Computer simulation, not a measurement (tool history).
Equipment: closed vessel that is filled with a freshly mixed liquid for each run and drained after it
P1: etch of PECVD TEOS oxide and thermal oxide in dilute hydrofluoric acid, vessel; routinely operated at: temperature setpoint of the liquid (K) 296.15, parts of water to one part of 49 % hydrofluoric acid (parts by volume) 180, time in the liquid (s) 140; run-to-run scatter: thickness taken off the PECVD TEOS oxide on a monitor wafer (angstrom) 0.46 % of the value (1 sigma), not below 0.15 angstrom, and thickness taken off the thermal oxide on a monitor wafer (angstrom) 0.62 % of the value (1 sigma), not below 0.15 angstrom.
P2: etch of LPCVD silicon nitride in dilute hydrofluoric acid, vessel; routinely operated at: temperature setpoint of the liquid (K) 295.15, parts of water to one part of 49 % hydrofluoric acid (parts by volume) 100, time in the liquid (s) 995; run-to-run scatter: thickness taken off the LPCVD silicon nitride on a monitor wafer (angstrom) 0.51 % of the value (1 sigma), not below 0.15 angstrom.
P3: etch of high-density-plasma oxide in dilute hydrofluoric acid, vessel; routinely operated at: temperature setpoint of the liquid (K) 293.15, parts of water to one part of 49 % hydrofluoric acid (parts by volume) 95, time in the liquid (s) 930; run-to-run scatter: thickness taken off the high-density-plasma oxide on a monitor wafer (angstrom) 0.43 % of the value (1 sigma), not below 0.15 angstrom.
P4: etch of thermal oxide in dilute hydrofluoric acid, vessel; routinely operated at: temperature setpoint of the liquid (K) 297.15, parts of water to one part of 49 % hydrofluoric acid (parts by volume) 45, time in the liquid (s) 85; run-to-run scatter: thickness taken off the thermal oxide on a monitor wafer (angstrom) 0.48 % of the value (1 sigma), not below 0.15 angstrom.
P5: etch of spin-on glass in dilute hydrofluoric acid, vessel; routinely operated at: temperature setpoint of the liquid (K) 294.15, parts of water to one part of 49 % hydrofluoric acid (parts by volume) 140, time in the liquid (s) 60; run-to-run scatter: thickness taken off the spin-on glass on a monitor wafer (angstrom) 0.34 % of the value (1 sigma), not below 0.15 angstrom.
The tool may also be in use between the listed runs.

run,day,process that ran,temperature setpoint of the liquid (K),parts of water to one part of 49 % hydrofluoric acid (parts by volume),time in the liquid (s),thickness taken off the PECVD TEOS oxide on a monitor wafer (angstrom),thickness taken off the thermal oxide on a monitor wafer (angstrom),thickness taken off the LPCVD silicon nitride on a monitor wafer (angstrom),thickness taken off the high-density-plasma oxide on a monitor wafer (angstrom),thickness taken off the spin-on glass on a monitor wafer (angstrom)
1,0.371,P1,296.15,180,140,81.059,33.5460,,,
2,0.746,P1,296.15,180,280,160.850,67.8480,,,
3,1.017,P4,297.15,45,85,,95.9740,,,
4,1.225,P2,295.15,25,995,,,164.570,,
5,1.662,P1,296.15,180,140,80.210,33.9610,,,
6,1.858,P4,297.15,20,85,,223.6700,,,
7,2.062,P2,290.15,100,995,,,30.433,,
8,2.267,P1,296.15,180,140,80.492,33.7980,,,
9,2.588,P3,290.15,95,930,,,,381.160,
10,3.033,P3,293.15,135,930,,,,291.900,
11,3.450,P2,295.15,100,995,,,43.085,,
12,3.850,P5,294.15,35,60,,,,,399.490
13,4.054,P5,301.65,140,60,,,,,117.380
14,4.483,P1,292.15,180,140,68.906,29.0780,,,
15,4.712,P1,296.15,180,140,80.432,33.9250,,,
16,4.967,P3,293.15,95,80,,,,36.972,
17,5.208,P4,297.15,45,85,,96.5250,,,
18,5.438,P1,296.15,180,140,80.118,33.8820,,,
19,5.742,P1,296.15,290,140,44.781,19.0000,,,
20,6.058,P5,294.15,140,60,,,,,88.493
21,6.383,P4,302.15,45,85,,119.0300,,,
22,6.796,P2,295.15,100,995,,,42.944,,
23,7.208,P1,296.15,180,140,80.725,34.2460,,,
24,7.629,P4,297.15,45,30,,34.1800,,,
25,7.829,P5,294.15,140,30,,,,,44.179
26,8.212,P3,293.15,95,930,,,,429.800,
27,8.512,P2,295.15,100,375,,,15.945,,
28,8.788,P1,302.65,180,140,102.060,42.5880,,,
29,9.133,P1,296.15,180,140,80.248,33.9010,,,
30,9.500,P1,296.15,110,30,30.488,13.2030,,,
31,9.775,P1,296.15,60,140,277.080,116.8300,,,
32,10.221,P1,296.15,180,30,17.359,7.4881,,,
33,10.650,P1,296.15,180,140,80.026,33.6510,,,
34,10.946,P1,296.15,180,140,79.574,32.9780,,,
35,11.288,P1,296.15,180,140,78.355,32.2230,,,
36,11.679,P1,296.15,180,140,77.060,32.7900,,,
37,12.092,P1,296.15,180,140,76.144,32.3170,,,
38,12.533,P1,296.15,180,140,76.140,32.2720,,,
39,12.933,P1,296.15,180,140,75.670,32.5690,,,
40,13.346,P1,296.15,180,140,76.243,32.1510,,,
41,13.600,P1,296.15,180,140,76.020,31.6980,,,
42,13.946,P1,296.15,180,140,76.418,31.7740,,,

The log shows P1 creeping away from where it was. Any of the 2 causes listed here, at the size stated for it, fits the log just as well as the others:
A: hydrofluoric acid flow below the setpoint (%) = 4.7
B: liquid colder than its thermometer reads (K) = 1.52
Creep in the process output first set in at about day 10.650.

The check runs listed below each take one wafer, and their results are still question marks. Under which run would the listed causes lead to clearly different results?
check 1,14.292,P4,300.65,45,45,,?,,,
check 2,14.292,P3,290.15,135,930,,,,?,
check 3,14.292,P2,295.15,30,400,,,?,,
check 4,14.292,P5,298.15,140,30,,,,,?

What each check would give under each cause:
check,result,if A,if B
check 1,thickness taken off the thermal oxide on a monitor wafer (angstrom),55.8120,55.2510
check 2,thickness taken off the high-density-plasma oxide on a monitor wafer (angstrom),244.220,242.140
check 3,thickness taken off the LPCVD silicon nitride on a monitor wafer (angstrom),53.384,50.318
check 4,thickness taken off the spin-on glass on a monitor wafer (angstrom),48.587,48.484
Smallest distance between any two causes, each pair judged by its most separating result, in per cent: check 1 1.01 %; check 2 0.86 %; check 3 5.91 %; check 4 0.21 %
Of the check runs offered, only check 3 discriminates between the causes; the rest would read about the same regardless of which cause applies.

Then check 3 was run and gave: thickness taken off the LPCVD silicon nitride on a monitor wafer (angstrom) 53.809. Which cause is it?

The cause is A: hydrofluoric acid flow below the setpoint (%).
